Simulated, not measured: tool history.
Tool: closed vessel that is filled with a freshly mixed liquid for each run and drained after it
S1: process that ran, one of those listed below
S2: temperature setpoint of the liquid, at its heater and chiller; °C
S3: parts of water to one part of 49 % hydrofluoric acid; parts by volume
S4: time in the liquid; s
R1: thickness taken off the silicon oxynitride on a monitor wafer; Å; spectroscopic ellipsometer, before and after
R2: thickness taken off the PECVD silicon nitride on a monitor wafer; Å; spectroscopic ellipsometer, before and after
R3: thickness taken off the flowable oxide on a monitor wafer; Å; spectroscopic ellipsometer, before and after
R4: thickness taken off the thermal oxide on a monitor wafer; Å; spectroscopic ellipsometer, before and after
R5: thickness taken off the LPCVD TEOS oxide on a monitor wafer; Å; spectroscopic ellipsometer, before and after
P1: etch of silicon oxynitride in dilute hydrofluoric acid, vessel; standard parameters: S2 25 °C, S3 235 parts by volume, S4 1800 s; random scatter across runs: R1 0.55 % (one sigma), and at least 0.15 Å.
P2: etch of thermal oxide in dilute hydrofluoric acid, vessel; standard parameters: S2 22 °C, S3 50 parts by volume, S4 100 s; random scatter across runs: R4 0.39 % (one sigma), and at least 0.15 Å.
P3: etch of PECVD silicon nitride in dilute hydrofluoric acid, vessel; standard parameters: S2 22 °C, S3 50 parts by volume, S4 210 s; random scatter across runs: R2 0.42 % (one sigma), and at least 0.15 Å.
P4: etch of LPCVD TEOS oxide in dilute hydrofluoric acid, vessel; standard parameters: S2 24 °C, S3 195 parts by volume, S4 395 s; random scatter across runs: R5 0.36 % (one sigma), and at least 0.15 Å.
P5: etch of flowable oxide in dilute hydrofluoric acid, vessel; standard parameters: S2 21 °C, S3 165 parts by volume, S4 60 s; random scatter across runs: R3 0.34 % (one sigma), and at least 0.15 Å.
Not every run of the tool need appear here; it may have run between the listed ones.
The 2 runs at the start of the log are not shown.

| run | hour | S1 | S2 | S3 | S4 | R1 | R2 | R3 | R4 | R5 |
|---|---|---|---|---|---|---|---|---|---|---|
| 3 | 21.4 | P1 | 25 | 235 | 3270 | 388.89 |  |  |  |  |
| 4 | 27.9 | P3 | 22 | 25 | 210 |  | 249.47 |  |  |  |
| 5 | 34.7 | P5 | 21 | 165 | 115 |  |  | 328.2 |  |  |
| 6 | 42.7 | P2 | 30 | 50 | 100 |  |  |  | 135.55 |  |
| 7 | 48.7 | P1 | 25 | 235 | 1800 | 214.94 |  |  |  |  |
| 8 | 57.1 | P1 | 25 | 235 | 645 | 76.481 |  |  |  |  |
| 9 | 62.1 | P1 | 17 | 235 | 1800 | 149.23 |  |  |  |  |
| 10 | 67.1 | P1 | 25 | 235 | 1800 | 212.02 |  |  |  |  |
| 11 | 73.5 | P4 | 24 | 195 | 30 |  |  |  |  | 29.207 |
| 12 | 79.6 | P1 | 29.5 | 235 | 1800 | 257.96 |  |  |  |  |
| 13 | 87.4 | P2 | 22 | 50 | 190 |  |  |  | 186.52 |  |
| 14 | 95.4 | P1 | 19.5 | 235 | 295 | 27.567 |  |  |  |  |
| 15 | 100.4 | P4 | 24 | 320 | 395 |  |  |  |  | 207.54 |
| 16 | 106.4 | P4 | 17 | 195 | 395 |  |  |  |  | 295.33 |
| 17 | 115.1 | P4 | 24 | 195 | 395 |  |  |  |  | 386.08 |
| 18 | 119.8 | P5 | 21 | 85 | 60 |  |  | 366.5 |  |  |
| 19 | 127.4 | P5 | 17 | 165 | 60 |  |  | 147.29 |  |  |
| 20 | 136.2 | P1 | 31.5 | 415 | 1800 | 137.16 |  |  |  |  |
| 21 | 143.6 | P1 | 25 | 235 | 1800 | 212.6 |  |  |  |  |
| 22 | 151.8 | P4 | 24 | 195 | 395 |  |  |  |  | 386.36 |
| 23 | 155.8 | P2 | 22 | 50 | 100 |  |  |  | 96.949 |  |

Run 24 comes next. What will it give?
| 24 | 162.3 | P1 | 25 | 35 | 1800 | ? |  |  |  |  |

{"run 24": {"R1": 1684.3}}
